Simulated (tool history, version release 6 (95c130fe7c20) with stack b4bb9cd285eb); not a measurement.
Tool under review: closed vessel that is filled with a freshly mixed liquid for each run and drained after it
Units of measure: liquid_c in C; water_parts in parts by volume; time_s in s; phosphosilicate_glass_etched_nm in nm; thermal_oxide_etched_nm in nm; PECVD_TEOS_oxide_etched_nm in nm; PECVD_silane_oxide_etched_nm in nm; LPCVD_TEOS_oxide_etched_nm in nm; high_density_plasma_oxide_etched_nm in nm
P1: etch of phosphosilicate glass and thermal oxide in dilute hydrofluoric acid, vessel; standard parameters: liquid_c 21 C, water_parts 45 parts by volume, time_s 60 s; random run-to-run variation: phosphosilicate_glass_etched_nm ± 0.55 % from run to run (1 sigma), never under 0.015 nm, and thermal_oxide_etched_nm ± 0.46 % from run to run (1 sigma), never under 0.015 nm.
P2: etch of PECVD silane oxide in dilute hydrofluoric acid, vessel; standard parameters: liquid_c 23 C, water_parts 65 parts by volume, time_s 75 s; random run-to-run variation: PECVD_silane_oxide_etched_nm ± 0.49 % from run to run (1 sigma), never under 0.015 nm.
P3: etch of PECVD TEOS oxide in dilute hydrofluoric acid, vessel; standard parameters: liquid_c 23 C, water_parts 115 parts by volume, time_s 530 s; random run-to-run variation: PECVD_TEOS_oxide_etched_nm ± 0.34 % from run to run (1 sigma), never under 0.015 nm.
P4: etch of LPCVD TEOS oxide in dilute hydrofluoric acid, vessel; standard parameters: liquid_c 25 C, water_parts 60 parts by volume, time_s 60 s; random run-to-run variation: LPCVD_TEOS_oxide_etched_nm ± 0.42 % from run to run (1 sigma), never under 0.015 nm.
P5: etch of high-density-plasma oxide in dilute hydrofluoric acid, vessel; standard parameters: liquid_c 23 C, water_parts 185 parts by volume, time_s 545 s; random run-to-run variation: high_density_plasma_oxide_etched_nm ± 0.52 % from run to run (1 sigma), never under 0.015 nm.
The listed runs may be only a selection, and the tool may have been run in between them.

run	hour	process	liquid_c	water_parts	time_s	phosphosilicate_glass_etched_nm	thermal_oxide_etched_nm	PECVD_TEOS_oxide_etched_nm	PECVD_silane_oxide_etched_nm	LPCVD_TEOS_oxide_etched_nm	high_density_plasma_oxide_etched_nm
1	13.6	P1	21	45	60	116.85	6.061				
2	26	P3	23	115	905			74.427			
3	34.1	P1	24.5	45	60	134.15	6.9902				
4	45.7	P2	23	65	140				85.546		
5	57.1	P1	21	45	60	116.47	6.0491				
6	70.9	P4	25	110	60					10.448	
7	82.4	P4	25	60	60					20.494	
8	93.8	P5	23	185	545						16.761
9	104.2	P3	27.5	115	530			51.463			
10	114.6	P1	21	45	95	183.24	9.62				
11	126.5	P3	23	20	530			279.43			
12	139.1	P1	21	45	60	116.99	6.0537				
13	148.3	P1	27.5	30	60	233.36	12.064				
14	161.2	P1	21	25	60	217.41	11.03				
15	175.4	P3	23	115	530			43.215			
16	189.2	P4	25	60	30					10.211	
17	196.9	P1	21	20	105	478.71	24.657				
18	206	P5	31	185	545						22.288
19	216.7	P5	23	300	545						9.1477
20	227	P1	21	65	60	78.276	4.0761				
21	234.4	P1	21	45	30	58.405	3.0219				
22	242	P2	17	65	75				35.967		
23	250.5	P1	21	45	60	116.62	6.0235				
24	262.1	P5	23	185	250						7.6212
25	270.1	P2	23	115	75				24.617		
26	282.4	P2	23	65	75				46.275		
27	296.9	P5	23	185	545						16.647
28	310.4	P1	17	45	60	97.365	5.1166				
29	321.1	P1	21	45	60	115.87	6.0285				
30	328.5	P1	21	45	60	116.67	6.0023				
31	340.2	P4	18	60	60					15.314	
32	351.4	P1	21	45	60	117.26	6.0342				
33	364	P1	21	45	60	123.16	6.3532				
34	374.4	P1	21	45	60	125.41	6.5135				
35	387.4	P1	21	45	60	126.68	6.5362				
36	398.7	P1	21	45	60	128.75	6.6265				
37	413.5	P1	21	45	60	128.58	6.6964				
38	422	P1	21	45	60	128.83	6.5826				

P1 has crept away from where it was. The log is fitted equally well by each of these 2 causes, at the sizes shown:
A: liquid hotter than its thermometer reads (K) = 2.3
B: hydrofluoric acid flow above the setpoint (%) = 9.58
The onset of the drift is placed at about hour 351.4.

Consider the 4 single-wafer check runs listed below, results given as question marks: which one distinguishes between the causes by giving clearly different results for each?
check 1	430.5	P2	18	105	75				?		
check 2	430.5	P5	29	295	545						?
check 3	430.5	P4	25	60	30					?	
check 4	430.5	P3	23	40	900			?			

Outcome of each check run for each possible cause:
check	result	if A	if B
check 1	PECVD_silane_oxide_etched_nm	24.44	24.596
check 2	high_density_plasma_oxide_etched_nm	12.365	12.943
check 3	LPCVD_TEOS_oxide_etched_nm	11.217	11.288
check 4	PECVD_TEOS_oxide_etched_nm	254.74	254.95
Separation of the two closest causes in each check, using whichever result separates them best: check 1 0.64 %; check 2 4.56 %; check 3 0.64 %; check 4 0.08 %
Check 2 is the one run that separates the causes; every other check would come out nearly the same whichever cause is at work.

Check 2 has now been run. It gave: high_density_plasma_oxide_etched_nm 13.026 nm. Which of the candidate causes is it?

It is B: hydrofluoric acid flow above the setpoint (%).

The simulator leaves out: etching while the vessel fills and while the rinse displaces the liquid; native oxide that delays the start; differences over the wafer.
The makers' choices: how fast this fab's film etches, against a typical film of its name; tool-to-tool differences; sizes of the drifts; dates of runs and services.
